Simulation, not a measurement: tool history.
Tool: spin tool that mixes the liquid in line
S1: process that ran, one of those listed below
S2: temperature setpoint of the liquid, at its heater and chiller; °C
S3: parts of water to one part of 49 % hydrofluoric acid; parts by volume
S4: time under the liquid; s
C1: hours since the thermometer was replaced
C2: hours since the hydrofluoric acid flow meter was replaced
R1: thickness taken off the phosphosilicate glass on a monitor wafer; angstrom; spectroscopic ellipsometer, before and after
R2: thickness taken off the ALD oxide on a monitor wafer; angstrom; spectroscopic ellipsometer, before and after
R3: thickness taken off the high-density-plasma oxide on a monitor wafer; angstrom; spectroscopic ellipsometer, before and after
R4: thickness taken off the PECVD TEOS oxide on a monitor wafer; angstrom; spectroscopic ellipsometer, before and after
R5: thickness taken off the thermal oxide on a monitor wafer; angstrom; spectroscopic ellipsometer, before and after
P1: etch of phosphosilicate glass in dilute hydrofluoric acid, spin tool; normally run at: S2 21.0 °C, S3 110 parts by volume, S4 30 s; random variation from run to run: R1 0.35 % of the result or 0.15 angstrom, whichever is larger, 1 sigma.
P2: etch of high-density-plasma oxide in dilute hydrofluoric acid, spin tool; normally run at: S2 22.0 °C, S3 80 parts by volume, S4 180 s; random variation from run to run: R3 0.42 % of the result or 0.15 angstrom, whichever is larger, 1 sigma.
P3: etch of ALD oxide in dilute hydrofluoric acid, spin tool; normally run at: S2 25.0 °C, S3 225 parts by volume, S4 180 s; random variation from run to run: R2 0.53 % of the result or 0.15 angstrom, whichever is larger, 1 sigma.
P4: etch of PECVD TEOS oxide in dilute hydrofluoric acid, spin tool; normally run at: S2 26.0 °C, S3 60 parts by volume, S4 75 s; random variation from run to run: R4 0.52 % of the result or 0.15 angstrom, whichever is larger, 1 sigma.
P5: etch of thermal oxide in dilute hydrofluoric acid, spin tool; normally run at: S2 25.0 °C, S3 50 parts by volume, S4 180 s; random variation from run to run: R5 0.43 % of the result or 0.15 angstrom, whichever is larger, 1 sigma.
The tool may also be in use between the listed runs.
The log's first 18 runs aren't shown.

run 19 day=6.262 | S1=P1 S2=21.0 S3=185 S4=50 | C1=1282.5 C2=579.0 | R1=179.980
run 20 day=6.696 | S1=P1 S2=21.0 S3=110 S4=55 | C1=1292.9 C2=589.4 | R1=359.320
run 21 day=7.054 | S1=P3 S2=25.0 S3=225 S4=310 | C1=1301.5 C2=598.0 | R2=135.210
run 22 day=7.333 | S1=P4 S2=26.0 S3=60 S4=75 | C1=1308.2 C2=604.7 | R4=399.55
run 23 day=7.704 | S1=P3 S2=25.0 S3=395 S4=180 | C1=1317.1 C2=613.6 | R2=37.745
run 24 day=8.138 | S1=P5 S2=25.0 S3=50 S4=305 | C1=1327.5 C2=624.0 | R5=327.67
run 25 day=8.358 | S1=P2 S2=22.0 S3=80 S4=180 | C1=1332.8 C2=629.3 | R3=143.560
run 26 day=8.604 | S1=P1 S2=21.0 S3=110 S4=30 | C1=1338.7 C2=635.2 | R1=197.130

The next listed run, before its measurement:
run 27 day=8.908 | S1=P1 S2=21.0 S3=190 S4=30 | C1=1346.0 C2=642.5 | R1=?

{"run 27": {"R1": 104.76}}

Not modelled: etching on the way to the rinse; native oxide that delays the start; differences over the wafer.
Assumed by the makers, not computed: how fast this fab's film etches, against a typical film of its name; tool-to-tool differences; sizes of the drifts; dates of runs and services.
